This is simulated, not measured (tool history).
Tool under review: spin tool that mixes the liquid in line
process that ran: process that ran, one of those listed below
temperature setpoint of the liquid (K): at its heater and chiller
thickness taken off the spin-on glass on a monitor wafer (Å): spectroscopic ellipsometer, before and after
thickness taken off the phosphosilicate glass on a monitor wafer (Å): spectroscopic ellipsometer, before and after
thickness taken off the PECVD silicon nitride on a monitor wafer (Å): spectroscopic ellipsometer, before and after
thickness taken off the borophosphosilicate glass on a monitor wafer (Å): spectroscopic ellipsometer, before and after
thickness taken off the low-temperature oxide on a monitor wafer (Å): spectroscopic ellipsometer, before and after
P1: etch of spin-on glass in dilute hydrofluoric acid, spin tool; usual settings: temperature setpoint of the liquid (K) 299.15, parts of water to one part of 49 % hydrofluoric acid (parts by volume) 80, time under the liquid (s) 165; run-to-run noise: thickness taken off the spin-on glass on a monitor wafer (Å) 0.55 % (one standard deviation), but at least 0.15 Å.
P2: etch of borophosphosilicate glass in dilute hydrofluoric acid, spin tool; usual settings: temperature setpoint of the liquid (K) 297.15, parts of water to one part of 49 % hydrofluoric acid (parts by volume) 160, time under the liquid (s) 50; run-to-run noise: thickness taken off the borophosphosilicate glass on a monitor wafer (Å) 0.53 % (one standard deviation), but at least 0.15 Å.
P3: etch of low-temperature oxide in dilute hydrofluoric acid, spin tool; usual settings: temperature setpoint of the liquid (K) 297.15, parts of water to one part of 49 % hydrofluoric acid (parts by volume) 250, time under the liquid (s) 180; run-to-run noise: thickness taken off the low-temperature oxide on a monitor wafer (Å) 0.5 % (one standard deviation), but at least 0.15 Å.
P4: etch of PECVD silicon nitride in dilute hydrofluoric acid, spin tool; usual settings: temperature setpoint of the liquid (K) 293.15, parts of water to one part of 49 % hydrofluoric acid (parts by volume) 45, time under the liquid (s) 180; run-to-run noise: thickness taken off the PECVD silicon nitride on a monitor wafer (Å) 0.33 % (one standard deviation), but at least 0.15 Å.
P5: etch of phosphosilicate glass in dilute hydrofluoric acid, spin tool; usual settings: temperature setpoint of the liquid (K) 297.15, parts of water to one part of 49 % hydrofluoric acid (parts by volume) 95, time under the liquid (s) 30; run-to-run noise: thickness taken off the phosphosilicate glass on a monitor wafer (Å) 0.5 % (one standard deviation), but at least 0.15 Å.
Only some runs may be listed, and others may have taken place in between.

run,hour,process that ran,temperature setpoint of the liquid (K),parts of water to one part of 49 % hydrofluoric acid (parts by volume),time under the liquid (s),thickness taken off the spin-on glass on a monitor wafer (Å),thickness taken off the phosphosilicate glass on a monitor wafer (Å),thickness taken off the PECVD silicon nitride on a monitor wafer (Å),thickness taken off the borophosphosilicate glass on a monitor wafer (Å),thickness taken off the low-temperature oxide on a monitor wafer (Å)
1,4.3,P1,299.15,80,165,535.44,,,,
2,8.5,P5,297.15,95,30,,433.64,,,
3,12.8,P4,293.15,20,180,,,216.3,,
4,15.4,P4,293.15,45,180,,,99.159,,
5,19.5,P4,293.15,45,15,,,8.6162,,
6,24.5,P2,297.15,160,85,,,,268.98,
7,28.4,P3,297.15,250,320,,,,,170.72
8,31.4,P1,299.15,80,265,858.22,,,,
9,34.4,P3,297.15,250,180,,,,,95.416
10,38.4,P1,299.15,80,165,537.84,,,,
11,40.7,P2,297.15,225,50,,,,104.88,
12,45.1,P1,299.15,80,165,530.25,,,,
13,49.2,P1,295.15,50,165,753.13,,,,
14,51.6,P2,297.15,160,50,,,,159.33,
15,54.1,P1,299.15,135,165,297.33,,,,
16,58.4,P1,299.15,80,165,535.07,,,,
17,62.8,P4,290.15,45,180,,,80.212,,
18,66.4,P4,293.15,45,180,,,98.566,,
19,70.3,P5,292.65,95,30,,365.25,,,
20,73.5,P3,291.15,250,180,,,,,75.617
21,78.1,P1,299.15,80,165,541.69,,,,
22,80.6,P1,291.15,80,165,388.89,,,,
23,85.6,P1,299.15,80,165,536.09,,,,
24,89.4,P5,297.15,130,30,,309.26,,,
25,94,P5,297.15,95,15,,219.82,,,
26,97.7,P1,299.15,80,95,308.6,,,,
27,102.7,P2,301.15,160,50,,,,184.38,
28,105.8,P3,297.15,355,180,,,,,60.29
29,110.3,P1,307.15,80,165,725.71,,,,

What will run 30 give?
30,115.3,P1,299.15,35,165,?,,,,

{"run 30": {"thickness taken off the spin-on glass on a monitor wafer (Å)": 1309.3}}
